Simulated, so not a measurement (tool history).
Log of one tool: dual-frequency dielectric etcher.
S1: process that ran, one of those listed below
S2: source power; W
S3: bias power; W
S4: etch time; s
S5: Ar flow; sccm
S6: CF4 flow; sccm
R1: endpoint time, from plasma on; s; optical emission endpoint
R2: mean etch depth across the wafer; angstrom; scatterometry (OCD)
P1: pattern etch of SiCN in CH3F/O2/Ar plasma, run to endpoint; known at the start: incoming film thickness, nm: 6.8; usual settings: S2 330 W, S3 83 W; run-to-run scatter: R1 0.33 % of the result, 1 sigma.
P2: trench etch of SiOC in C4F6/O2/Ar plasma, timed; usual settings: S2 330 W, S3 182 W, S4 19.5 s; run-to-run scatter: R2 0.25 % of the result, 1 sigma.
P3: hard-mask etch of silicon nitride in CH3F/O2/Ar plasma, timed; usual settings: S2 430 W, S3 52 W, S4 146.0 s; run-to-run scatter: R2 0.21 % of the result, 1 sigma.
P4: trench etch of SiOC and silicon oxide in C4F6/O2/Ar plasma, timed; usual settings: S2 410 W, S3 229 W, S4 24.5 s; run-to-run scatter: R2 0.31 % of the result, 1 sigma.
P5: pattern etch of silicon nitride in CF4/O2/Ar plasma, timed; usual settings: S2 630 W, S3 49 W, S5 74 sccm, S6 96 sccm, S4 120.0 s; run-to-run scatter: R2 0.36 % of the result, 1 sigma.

{"run": 1, "hour": 12.2, "S1": "P1", "S2": 330, "S3": 83, "R1": 18.473}
{"run": 2, "hour": 25.0, "S1": "P1", "S2": 330, "S3": 113, "R1": 16.434}
{"run": 3, "hour": 36.0, "S1": "P3", "S2": 430, "S3": 52, "S4": 80.5, "R2": 516.28}
{"run": 4, "hour": 44.2, "S1": "P2", "S2": 330, "S3": 182, "S4": 19.5, "R2": 387.29}
{"run": 5, "hour": 57.5, "S1": "P4", "S2": 410, "S3": 229, "S4": 24.5, "R2": 513.62}
{"run": 6, "hour": 72.0, "S1": "P2", "S2": 330, "S3": 182, "S4": 24.5, "R2": 486.02}
{"run": 7, "hour": 81.9, "S1": "P5", "S2": 810, "S3": 49, "S4": 120.0, "S5": 74, "S6": 96, "R2": 3524.0}
{"run": 8, "hour": 91.4, "S1": "P1", "S2": 330, "S3": 83, "R1": 18.556}
{"run": 9, "hour": 104.6, "S1": "P3", "S2": 430, "S3": 65, "S4": 146.0, "R2": 1000.1}
{"hour": 113.8, "done": "bias power generator calibrated"}
{"run": 10, "hour": 116.4, "S1": "P1", "S2": 230, "S3": 83, "R1": 21.046}
{"run": 11, "hour": 130.3, "S1": "P1", "S2": 330, "S3": 83, "R1": 18.508}
{"run": 12, "hour": 141.8, "S1": "P5", "S2": 630, "S3": 49, "S4": 156.0, "S5": 74, "S6": 96, "R2": 3637.9}
{"run": 13, "hour": 156.0, "S1": "P5", "S2": 630, "S3": 49, "S4": 120.0, "S5": 74, "S6": 120, "R2": 2893.7}
{"run": 14, "hour": 167.8, "S1": "P5", "S2": 630, "S3": 67, "S4": 120.0, "S5": 74, "S6": 96, "R2": 3146.9}
{"run": 15, "hour": 175.9, "S1": "P1", "S2": 250, "S3": 110, "R1": 18.39}
{"run": 16, "hour": 190.5, "S1": "P3", "S2": 520, "S3": 52, "S4": 146.0, "R2": 1003.5}
{"run": 17, "hour": 203.4, "S1": "P4", "S2": 410, "S3": 229, "S4": 24.5, "R2": 516.39}
{"run": 18, "hour": 213.8, "S1": "P1", "S2": 330, "S3": 83, "R1": 18.524}
{"run": 19, "hour": 228.4, "S1": "P1", "S2": 420, "S3": 83, "R1": 16.973}
{"run": 20, "hour": 237.5, "S1": "P4", "S2": 410, "S3": 274, "S4": 24.5, "R2": 547.62}
{"run": 21, "hour": 246.0, "S1": "P5", "S2": 630, "S3": 49, "S4": 120.0, "S5": 97, "S6": 96, "R2": 2724.3}
{"run": 22, "hour": 260.4, "S1": "P3", "S2": 430, "S3": 52, "S4": 146.0, "R2": 932.64}
{"run": 23, "hour": 276.5, "S1": "P2", "S2": 270, "S3": 182, "S4": 19.5, "R2": 358.56}
{"run": 24, "hour": 284.5, "S1": "P2", "S2": 330, "S3": 124, "S4": 19.5, "R2": 347.06}
{"run": 25, "hour": 291.7, "S1": "P4", "S2": 410, "S3": 229, "S4": 13.5, "R2": 283.88}
{"run": 26, "hour": 306.3, "S1": "P5", "S2": 630, "S3": 49, "S4": 120.0, "S5": 74, "S6": 96, "R2": 2798.0}
{"run": 27, "hour": 322.0, "S1": "P5", "S2": 630, "S3": 49, "S4": 120.0, "S5": 74, "S6": 96, "R2": 2810.0}
{"run": 28, "hour": 329.5, "S1": "P4", "S2": 260, "S3": 229, "S4": 24.5, "R2": 435.04}
{"run": 29, "hour": 345.6, "S1": "P1", "S2": 330, "S3": 67, "R1": 19.986}
{"run": 30, "hour": 359.5, "S1": "P1", "S2": 330, "S3": 83, "R1": 18.653}
{"run": 31, "hour": 372.5, "S1": "P1", "S2": 330, "S3": 83, "R1": 18.376}
{"run": 32, "hour": 381.2, "S1": "P1", "S2": 330, "S3": 83, "R1": 18.339}
{"hour": 386.9, "done": "wet clean of the chamber"}
{"run": 33, "hour": 393.6, "S1": "P1", "S2": 330, "S3": 83, "R1": 18.158}

The next listed run, before its measurement:
{"run": 34, "hour": 401.7, "S1": "P1", "S2": 330, "S3": 83, "R1": "?"}

Run 34 gave R1 18.214 s.
